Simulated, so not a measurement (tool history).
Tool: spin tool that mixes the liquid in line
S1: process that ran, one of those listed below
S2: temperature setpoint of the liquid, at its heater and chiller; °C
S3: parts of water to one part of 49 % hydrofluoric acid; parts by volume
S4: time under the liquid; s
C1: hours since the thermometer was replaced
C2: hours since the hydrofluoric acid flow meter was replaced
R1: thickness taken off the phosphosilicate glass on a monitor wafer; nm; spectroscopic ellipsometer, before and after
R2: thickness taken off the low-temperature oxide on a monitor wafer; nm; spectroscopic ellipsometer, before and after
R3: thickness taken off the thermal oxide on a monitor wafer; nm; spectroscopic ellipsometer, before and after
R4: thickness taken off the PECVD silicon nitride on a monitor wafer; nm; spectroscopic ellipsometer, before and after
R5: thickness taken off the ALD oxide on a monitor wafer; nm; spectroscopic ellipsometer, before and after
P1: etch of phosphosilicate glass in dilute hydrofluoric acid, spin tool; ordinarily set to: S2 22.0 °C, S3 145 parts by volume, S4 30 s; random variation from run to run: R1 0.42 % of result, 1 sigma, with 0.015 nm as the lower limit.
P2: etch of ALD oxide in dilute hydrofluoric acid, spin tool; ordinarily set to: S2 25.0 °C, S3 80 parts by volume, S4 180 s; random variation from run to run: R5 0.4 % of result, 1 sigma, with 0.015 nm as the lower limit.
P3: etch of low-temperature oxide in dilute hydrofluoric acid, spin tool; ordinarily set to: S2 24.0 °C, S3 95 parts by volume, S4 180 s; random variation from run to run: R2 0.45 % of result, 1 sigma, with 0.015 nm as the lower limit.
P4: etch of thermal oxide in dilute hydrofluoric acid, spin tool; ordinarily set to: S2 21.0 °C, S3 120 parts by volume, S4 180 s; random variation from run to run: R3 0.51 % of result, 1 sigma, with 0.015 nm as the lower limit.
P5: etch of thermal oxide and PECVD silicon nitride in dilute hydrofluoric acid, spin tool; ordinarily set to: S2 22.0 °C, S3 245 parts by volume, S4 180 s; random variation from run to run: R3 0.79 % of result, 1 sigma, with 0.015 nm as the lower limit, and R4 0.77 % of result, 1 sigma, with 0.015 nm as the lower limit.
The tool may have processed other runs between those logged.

run,hour,S1,S2,S3,S4,C1,C2,R1,R2,R3,R4,R5
1,13.3,P1,22.0,145,30,1423.5,264.7,16.3130,,,,
2,26.8,P3,24.0,170,180,1437.0,278.2,,16.428,,,
3,38.4,P1,22.0,215,30,1448.6,289.8,10.2990,,,,
4,46.7,P1,22.0,70,15,1456.9,298.1,18.4010,,,,
5,55.8,P1,22.0,90,30,1466.0,307.2,28.1500,,,,
6,69.3,P1,22.0,145,30,1479.5,320.7,16.4580,,,,
7,77.1,P4,21.0,120,180,1487.3,328.5,,,5.9526,,
8,91.6,P5,17.0,245,180,1501.8,343.0,,,2.3593,2.0285,
9,107.9,P4,21.0,200,180,1518.1,359.3,,,3.2900,,
10,125.1,P1,28.0,60,30,1535.3,376.5,55.5820,,,,
11,140.4,P1,22.0,145,30,1550.6,391.8,16.3750,,,,
12,151.1,P3,24.0,95,180,1561.3,402.5,,31.967,,,
13,163.7,P3,24.0,95,70,1573.9,415.1,,12.563,,,
14,180.2,P2,25.0,80,180,1590.4,431.6,,,,,23.338
15,190.2,P2,17.5,80,180,1600.4,441.6,,,,,17.300
16,202.9,P4,17.0,120,180,1613.1,454.3,,,5.0516,,
17,217.4,P4,21.0,120,180,1627.6,468.8,,,5.9718,,
18,230.4,P1,22.0,145,30,1640.6,481.8,16.3240,,,,
19,243.0,P4,21.0,120,260,1653.2,494.4,,,8.5627,,
20,253.8,P3,31.0,95,180,1664.0,505.2,,42.137,,,
21,271.4,P1,17.0,145,30,1681.6,522.8,13.3650,,,,
22,285.1,P1,29.5,145,30,1695.3,536.5,21.5850,,,,
23,297.7,P1,22.0,145,30,1707.9,549.1,16.3970,,,,
24,311.1,P1,22.0,145,15,1721.3,562.5,8.1933,,,,
25,323.6,P5,22.0,245,180,1733.8,575.0,,,2.8748,2.8248,
26,340.6,P3,24.0,95,180,1750.8,592.0,,32.418,,,
27,350.3,P2,25.0,80,180,1760.5,601.7,,,,,23.657
28,367.6,P2,25.0,35,180,1777.8,619.0,,,,,57.042
29,384.8,P5,22.0,95,180,1795.0,636.2,,,8.5809,7.0721,
30,394.8,P1,22.0,145,30,1805.0,646.2,16.4780,,,,
31,408.0,P5,22.0,245,320,1818.2,659.4,,,5.0398,4.9151,
32,421.6,P1,22.0,145,30,1831.8,673.0,16.3130,,,,
33,435.1,P1,22.0,145,55,1845.3,686.5,30.0100,,,,
34,443.5,P2,25.0,80,315,1853.7,694.9,,,,,41.633
35,456.8,P1,22.0,145,30,1867.0,708.2,16.4950,,,,
36,466.1,P1,22.0,145,30,1876.3,717.5,15.8800,,,,
37,476.2,P1,22.0,145,30,1886.4,727.6,15.5460,,,,
38,491.1,P1,22.0,145,30,1901.3,742.5,15.3530,,,,
39,501.9,P1,22.0,145,30,1912.1,753.3,15.2220,,,,
40,517.7,P1,22.0,145,30,1927.9,769.1,15.1810,,,,
41,531.6,P1,22.0,145,30,1941.8,783.0,14.9780,,,,
42,548.1,P1,22.0,145,30,1958.3,799.5,15.1160,,,,

What P1 gives has crept away from where it was. These 2 causes fit the log equally well, each at the size given:
A: hydrofluoric acid flow below the setpoint (%) = 6.94
B: liquid colder than its thermometer reads (K) = 2.12
The process output started creeping at around hour 456.8.

Below are 4 check runs, each averaged over 2 wafers, with their results shown as question marks. Which of them would give clearly different results depending on which cause is behind the drift?
check 1,564.6,P3,24.0,95,180,,,,?,,,
check 2,564.6,P4,21.0,120,180,,,,,?,,
check 3,564.6,P5,22.0,245,180,,,,,?,?,
check 4,564.6,P2,25.0,80,180,,,,,,,?

What each check would give under each cause:
check,result,if A,if B
check 1,R2,29.652,29.519
check 2,R3,5.4548,5.4319
check 3,R3,2.5885,2.6166
check 3,R4,2.6060,2.4412
check 4,R5,21.764,21.642
Smallest distance between any two causes, each pair judged by its most separating result, in per cent: check 1 0.45 %; check 2 0.42 %; check 3 6.54 %; check 4 0.56 %
Of the check runs offered, only check 3 discriminates between the causes; the rest would read about the same regardless of which cause applies.

Check 3 was then run and gave: R3 2.6437 nm; R4 2.4375 nm. Which cause is it?

It was cause B: liquid colder than its thermometer reads (K).
